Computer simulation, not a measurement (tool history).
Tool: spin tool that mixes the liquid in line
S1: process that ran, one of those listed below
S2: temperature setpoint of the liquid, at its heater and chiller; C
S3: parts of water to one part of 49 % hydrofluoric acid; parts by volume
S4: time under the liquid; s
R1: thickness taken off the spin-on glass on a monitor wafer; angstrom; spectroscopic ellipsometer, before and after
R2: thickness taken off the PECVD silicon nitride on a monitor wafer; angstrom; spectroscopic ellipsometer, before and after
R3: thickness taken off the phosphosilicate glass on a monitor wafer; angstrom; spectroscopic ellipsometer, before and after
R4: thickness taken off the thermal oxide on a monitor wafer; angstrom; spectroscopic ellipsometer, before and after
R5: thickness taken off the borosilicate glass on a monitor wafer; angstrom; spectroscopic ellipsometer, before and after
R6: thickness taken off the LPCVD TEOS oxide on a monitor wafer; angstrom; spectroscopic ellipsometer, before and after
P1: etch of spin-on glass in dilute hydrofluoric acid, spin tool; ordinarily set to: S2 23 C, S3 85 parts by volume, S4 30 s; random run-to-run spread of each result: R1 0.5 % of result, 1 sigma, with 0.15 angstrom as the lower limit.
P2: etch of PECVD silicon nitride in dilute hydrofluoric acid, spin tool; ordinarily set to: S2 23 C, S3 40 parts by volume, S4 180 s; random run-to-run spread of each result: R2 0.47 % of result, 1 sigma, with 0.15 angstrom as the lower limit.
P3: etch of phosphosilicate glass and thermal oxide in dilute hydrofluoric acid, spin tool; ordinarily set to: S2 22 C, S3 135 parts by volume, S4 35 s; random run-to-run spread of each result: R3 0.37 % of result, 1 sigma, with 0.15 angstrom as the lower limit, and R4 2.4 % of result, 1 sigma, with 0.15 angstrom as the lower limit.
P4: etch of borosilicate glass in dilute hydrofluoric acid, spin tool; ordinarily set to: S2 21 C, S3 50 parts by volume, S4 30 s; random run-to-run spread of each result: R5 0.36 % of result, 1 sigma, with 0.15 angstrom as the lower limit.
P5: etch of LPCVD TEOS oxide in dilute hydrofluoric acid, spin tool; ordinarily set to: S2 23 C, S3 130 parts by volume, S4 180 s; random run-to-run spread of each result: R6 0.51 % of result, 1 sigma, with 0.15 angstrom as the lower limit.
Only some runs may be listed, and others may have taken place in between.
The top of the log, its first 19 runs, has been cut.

run	hour	S1	S2	S3	S4	R1	R2	R3	R4	R5	R6
20	131.8	P3	22	80	35			371.92	20.103		
21	139.4	P5	23	205	180						126.71
22	148.5	P5	23	130	180						217.97
23	154.5	P1	23	40	30	299.67					
24	161.3	P1	19.5	85	30	115.37					
25	170.2	P2	23	40	50		27.595				
26	176.6	P1	23	85	60	265.56					
27	185.6	P4	27.5	50	30					369.27	
28	192.8	P4	21	30	30					483.2	
29	196.9	P1	23	140	30	75.465					
30	204.7	P2	23	40	180		100.11				
31	212	P3	22	135	35			206.31	11.27		
32	217.9	P1	27.5	85	30	158.72					
33	224.3	P1	23	85	30	133.62					

For run 34, what comes out?
34	228.6	P1	23	85	30	?					

Run 34 measured R1 130.47 angstrom.
